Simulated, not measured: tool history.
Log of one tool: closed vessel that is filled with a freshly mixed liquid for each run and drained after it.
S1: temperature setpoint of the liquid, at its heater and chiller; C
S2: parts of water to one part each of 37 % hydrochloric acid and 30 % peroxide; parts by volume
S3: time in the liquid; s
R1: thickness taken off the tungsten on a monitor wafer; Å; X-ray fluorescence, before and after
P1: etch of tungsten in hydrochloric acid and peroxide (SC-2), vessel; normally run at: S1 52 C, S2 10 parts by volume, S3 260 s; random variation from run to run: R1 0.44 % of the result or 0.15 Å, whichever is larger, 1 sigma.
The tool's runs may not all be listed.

run 1 hour=12.7 | S1=52 S2=10 S3=260 | R1=483.51
run 2 hour=26.5 | S1=66.5 S2=10 S3=505 | R1=2329
run 3 hour=33.7 | S1=52 S2=4 S3=260 | R1=961.3
run 4 hour=42.9 | S1=52 S2=14.5 S3=260 | R1=350.65
run 5 hour=52.2 | S1=52 S2=10 S3=260 | R1=479.75
run 6 hour=67.2 | S1=52 S2=10 S3=30 | R1=55.761
run 7 hour=80.9 | S1=36.5 S2=10 S3=260 | R1=165.62
run 8 hour=90.1 | S1=52 S2=10 S3=510 | R1=951.75
run 9 hour=100.3 | S1=52 S2=10 S3=260 | R1=482.41
run 10 hour=116.1 | S1=52 S2=10 S3=260 | R1=482.99
run 11 hour=130.4 | S1=66 S2=10 S3=260 | R1=1172.7
-- hour=130.7 thermometer replaced
run 12 hour=140.7 | S1=52 S2=10 S3=260 | R1=477.52
run 13 hour=151.3 | S1=52 S2=10 S3=260 | R1=484.56
run 14 hour=162 | S1=52 S2=10 S3=260 | R1=462.5
run 15 hour=176.5 | S1=52 S2=10 S3=260 | R1=444.03
run 16 hour=185.8 | S1=52 S2=10 S3=260 | R1=439.8
-- hour=196 new drum of peroxide connected
run 17 hour=196.8 | S1=52 S2=10 S3=260 | R1=436.68
run 18 hour=208.1 | S1=52 S2=10 S3=260 | R1=437.37
run 19 hour=218.1 | S1=52 S2=10 S3=260 | R1=439.27
run 20 hour=231.7 | S1=52 S2=10 S3=260 | R1=433.42

What P1 gives has crept away from where it was. These 2 causes fit the log equally well, each at the size given:
A: chemicals flow below the setpoint (%) = 11.8
B: liquid colder than its thermometer reads (K) = 1.6
The creep began at about hour 151.3.
Why every other cause is out:
peroxide weaker than its label (%): serviced at hour 196, which brought nothing back

4 check runs are offered, each on 2 wafers whose results are averaged, their results left as question marks. Which one tells the causes apart?
run check 1 hour=245.3 | S1=52 S2=14.5 S3=495 | R1=?
run check 2 hour=245.3 | S1=58.5 S2=10 S3=70 | R1=?
run check 3 hour=245.3 | S1=52 S2=13.5 S3=390 | R1=?
run check 4 hour=245.3 | S1=37.5 S2=5 S3=260 | R1=?

What each check would give under each cause:
check=check_1 result=R1 if_A=598.61 if_B=601.77
check=check_2 result=R1 if_A=178.06 if_B=178.77
check=check_3 result=R1 if_A=502.54 if_B=504.71
check=check_4 result=R1 if_A=278.26 if_B=271.45
How far apart the two closest causes lie, in the result that separates them most: check 1 0.53 %; check 2 0.39 %; check 3 0.43 %; check 4 2.48 %
Only check 4 tells the causes apart: in the others they would give nearly the same result.

Check 4 was then run and gave: R1 278.91 Å. Which cause is it?

It is A: chemicals flow below the setpoint (%).
